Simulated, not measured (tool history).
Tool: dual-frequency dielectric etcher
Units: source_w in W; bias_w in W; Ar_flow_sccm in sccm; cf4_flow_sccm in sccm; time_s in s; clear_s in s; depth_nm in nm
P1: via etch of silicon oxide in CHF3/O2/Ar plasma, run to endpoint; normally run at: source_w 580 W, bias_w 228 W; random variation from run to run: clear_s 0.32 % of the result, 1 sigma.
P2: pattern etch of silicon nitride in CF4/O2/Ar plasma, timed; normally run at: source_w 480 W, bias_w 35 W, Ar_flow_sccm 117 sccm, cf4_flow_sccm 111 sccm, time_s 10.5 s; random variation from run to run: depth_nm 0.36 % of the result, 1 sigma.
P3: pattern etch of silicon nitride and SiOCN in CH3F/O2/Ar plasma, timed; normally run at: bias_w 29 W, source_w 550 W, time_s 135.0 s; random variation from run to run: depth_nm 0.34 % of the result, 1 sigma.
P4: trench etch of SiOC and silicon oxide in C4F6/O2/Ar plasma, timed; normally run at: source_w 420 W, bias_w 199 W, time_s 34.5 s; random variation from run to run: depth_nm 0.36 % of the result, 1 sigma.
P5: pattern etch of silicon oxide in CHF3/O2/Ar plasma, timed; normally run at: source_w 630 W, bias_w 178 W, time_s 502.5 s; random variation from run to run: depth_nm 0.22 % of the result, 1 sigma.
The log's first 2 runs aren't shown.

run	hour	process	source_w	bias_w	Ar_flow_sccm	cf4_flow_sccm	time_s	hours since the last wet clean	hours since the last source power generator calibration	hours since the last bias power generator calibration	clear_s	depth_nm
3	20.6	P2	480	21	117	111	10.5	240.1	1435.6	922.8		14.276
4	26.7	P5	430	178			502.5	246.2	1441.7	928.9		892.480
5	34.9	P3	750	29			135.0	254.4	1449.9	937.1		25.486
6	44.2	P1	800	309				263.7	1459.2	946.4	205.81	
7	52.7	P1	730	228				272.2	1467.7	954.9	237.06	
8	58.3	P1	410	228				277.8	1473.3	960.5	294.62	
9	65.7	P4	420	259			34.5	285.2	1480.7	967.9		79.733
10	71.9	P1	580	270				291.4	1486.9	974.1	244.87	
11	77.1	P2	480	35	117	111	10.5	296.6	1492.1	979.3		16.817
# hour 82.9: bias power generator calibrated
12	84.3	P1	580	228				303.8	1499.3	1.5	260.04	
13	91.0	P5	630	178			341.5	310.5	1506.0	8.2		701.670
14	97.0	P5	630	178			502.5	316.5	1512.0	14.2		1032.800
15	102.3	P2	340	35	117	111	10.5	321.8	1517.3	19.5		12.493
16	110.6	P4	420	199			51.0	330.1	1525.6	27.8		109.020
17	119.9	P5	630	178			502.5	339.4	1534.9	37.1		1033.400
18	125.0	P3	550	29			135.0	344.5	1540.0	42.2		22.976
19	133.0	P2	480	35	117	111	10.5	352.5	1548.0	50.2		16.771
20	138.4	P4	420	199			34.5	357.9	1553.4	55.6		73.211
21	147.0	P1	580	160				366.5	1562.0	64.2	291.16	
# hour 149.1: source power generator calibrated
22	155.0	P2	480	35	117	146	10.5	374.5	5.9	72.2		17.677
23	163.7	P1	580	228				383.2	14.6	80.9	256.72	
24	168.8	P2	480	35	117	111	8.0	388.3	19.7	86.0		12.795

The next listed run, before its measurement:
25	174.9	P2	480	35	78	111	10.5	394.4	25.8	92.1		?

depth_nm: 17.786 nm
